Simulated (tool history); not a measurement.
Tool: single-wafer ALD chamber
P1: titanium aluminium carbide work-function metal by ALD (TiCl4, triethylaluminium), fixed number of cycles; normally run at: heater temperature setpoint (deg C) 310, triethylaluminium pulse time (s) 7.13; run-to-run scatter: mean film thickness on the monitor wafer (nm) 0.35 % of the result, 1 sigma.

run  hour  heater temperature setpoint (deg C)  triethylaluminium pulse time (s)  mean film thickness on the monitor wafer (nm)
  1     4                                  310                              7.13                                         1.9365
  2   9.5                                  310                              7.13                                         1.9304
  3  15.8                                  300                              3.78                                         1.4788
  4  19.7                                  331                              7.13                                         2.0949
  5  24.5                                  310                              9.39                                          2.041
  6  29.1                                  286                              7.13                                         1.7425
  7  32.6                                  310                              7.13                                         1.9534
  8  37.9                                  295                              5.12                                         1.6563
  9  41.2                                  310                              3.03                                         1.3778
 10  46.5                                  310                              7.13                                         1.9362
 11  49.8                                  322                              2.75                                         1.3626
 12  52.9                                  310                              7.13                                         1.9342
 13  55.8                                  310                              7.13                                         1.9237
 14  60.6                                  310                              7.13                                         1.9107
 15  66.8                                  310                              7.13                                         1.9052

Run 16 comes next. What will it give?
 16  71.5                                  310                              7.13                                              ?

Run 16 gave mean film thickness on the monitor wafer (nm) 1.91.

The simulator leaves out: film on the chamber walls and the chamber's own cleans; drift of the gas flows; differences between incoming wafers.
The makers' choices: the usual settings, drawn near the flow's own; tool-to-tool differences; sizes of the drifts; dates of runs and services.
